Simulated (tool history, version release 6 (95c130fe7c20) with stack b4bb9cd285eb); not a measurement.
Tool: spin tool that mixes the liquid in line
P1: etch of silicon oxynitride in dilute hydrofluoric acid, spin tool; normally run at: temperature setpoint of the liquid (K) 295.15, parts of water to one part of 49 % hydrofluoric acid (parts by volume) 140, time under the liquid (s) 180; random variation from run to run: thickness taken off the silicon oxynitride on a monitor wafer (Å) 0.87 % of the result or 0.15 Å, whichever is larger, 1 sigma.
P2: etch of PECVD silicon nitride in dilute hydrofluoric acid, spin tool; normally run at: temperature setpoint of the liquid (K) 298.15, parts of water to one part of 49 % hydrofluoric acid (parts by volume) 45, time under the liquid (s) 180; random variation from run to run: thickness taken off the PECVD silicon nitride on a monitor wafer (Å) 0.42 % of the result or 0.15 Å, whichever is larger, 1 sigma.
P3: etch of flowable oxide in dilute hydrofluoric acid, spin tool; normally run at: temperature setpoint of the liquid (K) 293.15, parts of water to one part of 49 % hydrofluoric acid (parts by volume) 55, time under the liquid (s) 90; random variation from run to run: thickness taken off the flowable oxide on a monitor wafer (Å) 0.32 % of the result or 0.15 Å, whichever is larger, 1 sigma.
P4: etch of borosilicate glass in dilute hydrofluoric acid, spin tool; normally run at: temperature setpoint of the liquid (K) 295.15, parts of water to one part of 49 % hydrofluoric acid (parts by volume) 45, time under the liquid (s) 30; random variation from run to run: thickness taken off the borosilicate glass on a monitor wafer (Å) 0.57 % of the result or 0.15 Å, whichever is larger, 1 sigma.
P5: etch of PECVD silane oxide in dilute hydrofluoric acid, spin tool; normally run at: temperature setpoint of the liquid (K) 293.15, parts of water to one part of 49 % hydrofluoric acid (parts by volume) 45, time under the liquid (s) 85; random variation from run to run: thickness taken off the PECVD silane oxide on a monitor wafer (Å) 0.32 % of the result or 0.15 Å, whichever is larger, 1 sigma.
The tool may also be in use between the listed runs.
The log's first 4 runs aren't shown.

run   hour  process that ran  temperature setpoint of the liquid (K)  parts of water to one part of 49 % hydrofluoric acid (parts by volume)  time under the liquid (s)  hours since the thermometer was replaced  hours since the hydrofluoric acid flow meter was replaced  thickness taken off the silicon oxynitride on a monitor wafer (Å)  thickness taken off the borosilicate glass on a monitor wafer (Å)  thickness taken off the PECVD silane oxide on a monitor wafer (Å)  thickness taken off the PECVD silicon nitride on a monitor wafer (Å)  thickness taken off the flowable oxide on a monitor wafer (Å)
  5   46.2                P4                                  299.65                                                                      45                         30                                     501.8                                                       18.9                                                                                                                                262.07
  6   55.4                P1                                  295.15                                                                     210                         75                                       511                                                       28.1                                                             8.6074
  7     61                P1                                  295.15                                                                     210                        180                                     516.6                                                       33.7                                                             20.871
  8   70.3                P5                                  293.15                                                                      45                         85                                     525.9                                                         43                                                                                                                                                                                                    252.7
  9   77.3                P2                                  298.15                                                                      45                        180                                     532.9                                                         50                                                                                                                                                                                                                                                                         107.45
 10   84.1                P2                                  298.15                                                                      20                        180                                     539.7                                                       56.8                                                                                                                                                                                                                                                                         236.72
 11   92.9                P3                                  293.15                                                                      55                         90                                     548.5                                                       65.6                                                                                                                                                                                                                                                                                                                                        475.23
 12   98.9                P1                                  295.15                                                                     140                        180                                     554.5                                                       71.6                                                             32.978
 13  105.3                P3                                  293.15                                                                      55                         90                                     560.9                                                         78                                                                                                                                                                                                                                                                                                                                        474.31
 14  113.5                P5                                  293.15                                                                      45                        135                                     569.1                                                       86.2                                                                                                                                                                                                   400.75
 15    121                P4                                  295.15                                                                      45                         45                                     576.6                                                       93.7                                                                                                                                331.51
 16  129.5                P5                                  290.15                                                                      45                         85                                     585.1                                                      102.2                                                                                                                                                                                                   221.31
 17  136.7                P1                                  295.15                                                                     140                         70                                     592.3                                                      109.4                                                             13.184
 18  141.7                P5                                  293.15                                                                      45                         85                                     597.3                                                      114.4                                                                                                                                                                                                   253.57
 19  147.8                P3                                  290.15                                                                      55                         90                                     603.4                                                      120.5                                                                                                                                                                                                                                                                                                                                        414.13
 20  152.2                P3                                  293.15                                                                      55                         45                                     607.8                                                      124.9                                                                                                                                                                                                                                                                                                                                        235.74
 21  161.4                P4                                  295.15                                                                      45                         30                                       617                                                      134.1                                                                                                                                221.05
 22    168                P1                                  295.15                                                                     140                        180                                     623.6                                                      140.7                                                             32.598
 23  175.5                P2                                  298.15                                                                      45                        180                                     631.1                                                      148.2                                                                                                                                                                                                                                                                         108.37
 24  183.1                P1                                  295.15                                                                      35                        180                                     638.7                                                      155.8                                                             141.38
 25    192                P2                                  291.65                                                                      45                        180                                     647.6                                                      164.7                                                                                                                                                                                                                                                                         69.487
 26  199.7                P1                                  290.65                                                                     140                        180                                     655.3                                                      172.4                                                             26.481

The next listed run, before its measurement:
 27   209                P3                                  293.15                                                                      20                         90                                     664.6                                                      181.7                                                                                                                                                                                                                                                                                                                                             ?

thickness taken off the flowable oxide on a monitor wafer (Å): 1352.9
